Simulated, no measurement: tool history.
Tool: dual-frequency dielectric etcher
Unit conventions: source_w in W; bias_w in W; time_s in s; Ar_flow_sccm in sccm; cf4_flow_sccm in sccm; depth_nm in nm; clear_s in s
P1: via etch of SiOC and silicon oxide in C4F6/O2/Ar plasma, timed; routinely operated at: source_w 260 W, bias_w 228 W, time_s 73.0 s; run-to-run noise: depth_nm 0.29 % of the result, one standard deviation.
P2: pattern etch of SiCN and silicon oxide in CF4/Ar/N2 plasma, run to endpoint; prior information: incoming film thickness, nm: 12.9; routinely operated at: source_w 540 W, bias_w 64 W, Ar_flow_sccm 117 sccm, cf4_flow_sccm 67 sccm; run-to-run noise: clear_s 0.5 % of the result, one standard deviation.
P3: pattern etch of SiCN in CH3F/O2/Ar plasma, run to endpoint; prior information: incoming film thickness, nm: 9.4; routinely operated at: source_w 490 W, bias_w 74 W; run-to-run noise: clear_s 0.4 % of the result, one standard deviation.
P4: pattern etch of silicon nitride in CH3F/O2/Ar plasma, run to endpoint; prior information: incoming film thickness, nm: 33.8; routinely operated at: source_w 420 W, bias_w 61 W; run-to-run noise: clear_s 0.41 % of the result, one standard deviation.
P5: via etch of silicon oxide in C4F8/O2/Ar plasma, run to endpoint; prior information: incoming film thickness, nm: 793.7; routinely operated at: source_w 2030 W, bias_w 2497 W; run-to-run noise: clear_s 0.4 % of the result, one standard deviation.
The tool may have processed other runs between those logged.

| run | day | process | source_w | bias_w | time_s | Ar_flow_sccm | cf4_flow_sccm | hours since the last wet clean | hours since the last source power generator calibration | hours since the last bias power generator calibration | depth_nm | clear_s |
|---|---|---|---|---|---|---|---|---|---|---|---|---|
| 1 | 0.150 | P1 | 260 | 228 | 73.0 |  |  | 234.0 | 1177.5 | 1550.7 | 76.779 |  |
| 2 | 0.421 | P5 | 2030 | 2497 |  |  |  | 240.5 | 1184.0 | 1557.2 |  | 150.3300 |
| 3 | 0.575 | P4 | 510 | 61 |  |  |  | 244.2 | 1187.7 | 1560.9 |  | 47.0140 |
| 4 | 0.900 | P3 | 490 | 74 |  |  |  | 252.0 | 1195.5 | 1568.7 |  | 23.9320 |
| 5 | 1.162 | P4 | 420 | 61 |  |  |  | 258.3 | 1201.8 | 1575.0 |  | 50.4920 |
| 6 | 1.479 | P1 | 260 | 228 | 73.0 |  |  | 265.9 | 1209.4 | 1582.6 | 76.525 |  |
| 7 | 1.675 | P1 | 170 | 228 | 73.0 |  |  | 270.6 | 1214.1 | 1587.3 | 65.364 |  |
| 8 | 1.850 | P2 | 540 | 64 |  | 117 | 67 | 274.8 | 1218.3 | 1591.5 |  | 13.4690 |
| 9 | 2.050 | P2 | 760 | 64 |  | 117 | 67 | 279.6 | 1223.1 | 1596.3 |  | 9.9804 |
| 10 | 2.238 | P3 | 490 | 74 |  |  |  | 284.1 | 1227.6 | 1600.8 |  | 23.8470 |
| 11 | 2.438 | P4 | 420 | 38 |  |  |  | 288.9 | 1232.4 | 1605.6 |  | 58.3710 |
| 12 | 2.583 | P3 | 490 | 56 |  |  |  | 292.4 | 1235.9 | 1609.1 |  | 26.3420 |
| 13 | 2.771 | P2 | 540 | 64 |  | 165 | 67 | 296.9 | 1240.4 | 1613.6 |  | 14.4070 |
| 14 | 2.954 | P3 | 620 | 74 |  |  |  | 301.3 | 1244.8 | 1618.0 |  | 21.8390 |
| 15 | 3.183 | P1 | 260 | 304 | 73.0 |  |  | 306.8 | 1250.3 | 1623.5 | 85.436 |  |
| 16 | 3.496 | P2 | 540 | 64 |  | 117 | 85 | 314.3 | 1257.8 | 1631.0 |  | 13.0880 |
| 17 | 3.750 | P1 | 260 | 228 | 73.0 |  |  | 320.4 | 1263.9 | 1637.1 | 77.115 |  |
| 18 | 3.933 | P1 | 300 | 228 | 103.5 |  |  | 324.8 | 1268.3 | 1641.5 | 114.620 |  |
|  | 4.104 | wet clean of the chamber |
| 19 | 4.229 | P2 | 540 | 42 |  | 117 | 67 | 3.1 | 1275.4 | 1648.6 |  | 15.5510 |
| 20 | 4.467 | P4 | 420 | 61 |  |  |  | 8.8 | 1281.1 | 1654.3 |  | 50.4140 |
| 21 | 4.633 | P1 | 260 | 228 | 73.0 |  |  | 12.8 | 1285.1 | 1658.3 | 77.206 |  |
| 22 | 4.883 | P5 | 2030 | 1778 |  |  |  | 18.8 | 1291.1 | 1664.3 |  | 165.6300 |
| 23 | 5.062 | P1 | 260 | 228 | 40.0 |  |  | 23.1 | 1295.4 | 1668.6 | 42.078 |  |
| 24 | 5.233 | P2 | 540 | 64 |  | 117 | 67 | 27.2 | 1299.5 | 1672.7 |  | 13.4000 |
| 25 | 5.388 | P1 | 340 | 228 | 73.0 |  |  | 30.9 | 1303.2 | 1676.4 | 84.984 |  |
| 26 | 5.683 | P1 | 260 | 228 | 101.0 |  |  | 38.0 | 1310.3 | 1683.5 | 106.420 |  |
| 27 | 5.879 | P5 | 1270 | 2497 |  |  |  | 42.7 | 1315.0 | 1688.2 |  | 181.1800 |
| 28 | 6.079 | P1 | 260 | 136 | 73.0 |  |  | 47.5 | 1319.8 | 1693.0 | 64.636 |  |
| 29 | 6.254 | P1 | 260 | 228 | 73.0 |  |  | 51.7 | 1324.0 | 1697.2 | 77.159 |  |
| 30 | 6.442 | P1 | 260 | 228 | 73.0 |  |  | 56.2 | 1328.5 | 1701.7 | 77.592 |  |
| 31 | 6.729 | P1 | 260 | 228 | 73.0 |  |  | 63.1 | 1335.4 | 1708.6 | 77.791 |  |
| 32 | 6.917 | P1 | 260 | 228 | 73.0 |  |  | 67.6 | 1339.9 | 1713.1 | 77.903 |  |
| 33 | 7.067 | P1 | 260 | 228 | 73.0 |  |  | 71.2 | 1343.5 | 1716.7 | 77.947 |  |
|  | 7.254 | wet clean of the chamber |
| 34 | 7.279 | P1 | 260 | 228 | 73.0 |  |  | 0.6 | 1348.6 | 1721.8 | 78.269 |  |
| 35 | 7.571 | P1 | 260 | 228 | 73.0 |  |  | 7.6 | 1355.6 | 1728.8 | 77.900 |  |
| 36 | 7.771 | P1 | 260 | 228 | 73.0 |  |  | 12.4 | 1360.4 | 1733.6 | 77.440 |  |

Something has made what P1 gives creep away from where it was; the 2 causes below, each at its own stated size, fit the log equally well:
A: bias power that arrives over what is set, % = 4.36
B: source power that arrives over what is set, % = 4
The onset of the drift is placed at about day 6.254.
Excluded causes, each with its reason:
chamber walls in a state that raises the etch rate, %: serviced at day 7.254, after the drift had started, without restoring the earlier output

Of the 4 check runs below, each run on 3 wafers with the results averaged and each result still a question mark, which one would tell the listed causes apart?
| check 1 | 7.971 | P3 | 490 | 74 |  |  |  |  |  |  |  | ? |
| check 2 | 7.971 | P2 | 540 | 64 |  | 117 | 67 |  |  |  |  | ? |
| check 3 | 7.971 | P5 | 2030 | 2497 |  |  |  |  |  |  |  | ? |
| check 4 | 7.971 | P4 | 420 | 61 |  |  |  |  |  |  |  | ? |

Outcome of each check run for each possible cause:
| check | result | if A | if B |
|---|---|---|---|
| check 1 | clear_s | 23.4600 | 23.4650 |
| check 2 | clear_s | 13.3420 | 13.0740 |
| check 3 | clear_s | 148.2300 | 147.8400 |
| check 4 | clear_s | 49.9390 | 49.8900 |
How far apart the two closest causes lie, in the result that separates them most: check 1 0.02 %; check 2 2.03 %; check 3 0.26 %; check 4 0.1 %
Check 2 distinguishes between the causes, while the remaining checks would return nearly the same result for all of them.

After running check 2, the following was obtained: clear_s 13.0460 s. Which cause does this point to?

It is B: source power that arrives over what is set, %.

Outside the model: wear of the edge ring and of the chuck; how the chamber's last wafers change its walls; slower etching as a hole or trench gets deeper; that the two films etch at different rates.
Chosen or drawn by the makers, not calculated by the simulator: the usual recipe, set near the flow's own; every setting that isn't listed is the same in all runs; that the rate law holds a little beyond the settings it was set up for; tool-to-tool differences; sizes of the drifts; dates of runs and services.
